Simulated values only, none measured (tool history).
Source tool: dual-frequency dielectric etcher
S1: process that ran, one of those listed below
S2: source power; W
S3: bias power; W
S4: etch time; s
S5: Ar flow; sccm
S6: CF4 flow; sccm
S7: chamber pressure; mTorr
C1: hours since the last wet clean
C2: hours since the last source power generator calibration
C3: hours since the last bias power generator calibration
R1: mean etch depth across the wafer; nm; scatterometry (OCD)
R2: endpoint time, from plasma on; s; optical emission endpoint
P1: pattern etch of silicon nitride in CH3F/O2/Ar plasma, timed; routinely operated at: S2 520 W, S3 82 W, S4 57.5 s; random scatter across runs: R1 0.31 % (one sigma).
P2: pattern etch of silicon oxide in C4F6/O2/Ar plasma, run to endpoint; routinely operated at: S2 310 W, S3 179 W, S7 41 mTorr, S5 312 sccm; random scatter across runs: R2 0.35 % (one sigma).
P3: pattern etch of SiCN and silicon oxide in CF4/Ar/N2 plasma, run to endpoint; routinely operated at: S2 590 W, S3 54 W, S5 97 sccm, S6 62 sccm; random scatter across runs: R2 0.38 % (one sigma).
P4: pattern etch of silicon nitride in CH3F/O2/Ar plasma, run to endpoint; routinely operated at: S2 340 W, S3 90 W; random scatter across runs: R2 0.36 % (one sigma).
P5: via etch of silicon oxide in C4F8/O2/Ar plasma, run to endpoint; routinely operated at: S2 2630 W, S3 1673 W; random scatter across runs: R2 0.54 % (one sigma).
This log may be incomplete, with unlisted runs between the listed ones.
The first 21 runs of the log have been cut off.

run   hour  S1   S2   S3    S4   S5  S6  S7     C1      C2      C3      R1      R2
 22  180.9  P3  590   54         97  79      283.7  2021.2  1502.3          17.021
 23  190.9  P1  520   82  57.5               293.7  2031.2  1512.3  45.194
 24  199.5  P2  310  254        312      41  302.3  2039.8  1520.9          10.624
 25  211.8  P3  590   54         97  62      314.6  2052.1  1533.2          17.811
 26  222.8  P1  730   82    44               325.6  2063.1  1544.2  39.239
 27  232.1  P1  520   82  57.5               334.9  2072.4  1553.5  45.236
     235.9  -- source power generator calibrated
 28  239.7  P4  340   90                     342.5     3.8  1561.1          48.209
 29    245  P3  590   35         97  62      347.8     9.1  1566.4          20.295
 30  252.4  P2  310  179        312      41  355.2    16.5  1573.8          11.938
 31  262.6  P3  590   54        115  62      365.4    26.7    1584          18.303
 32  273.8  P1  520   82  57.5               376.6    37.9  1595.2  45.237
 33  280.9  P1  520   66  57.5               383.7      45  1602.3  42.052
 34  288.8  P1  520   82  57.5               391.6    52.9  1610.2  45.454
 35    296  P1  520   82  57.5               398.8    60.1  1617.4   45.31
 36    303  P1  520   82  57.5               405.8    67.1  1624.4  45.643
 37  312.7  P1  520   82  57.5               415.5    76.8  1634.1  45.768
 38  322.2  P1  520   82  57.5                 425    86.3  1643.6  45.646
 39    329  P1  520   82  57.5               431.8    93.1  1650.4  45.915
 40  334.9  P1  520   82  57.5               437.7      99  1656.3  45.944

Run 41 is up next; what results do you expect?
     338.9  -- wet clean of the chamber
 41  342.7  P1  520  82  57.5              3.8  106.8  1664.1   ?

{"run 41": {"R1": 45.952}}
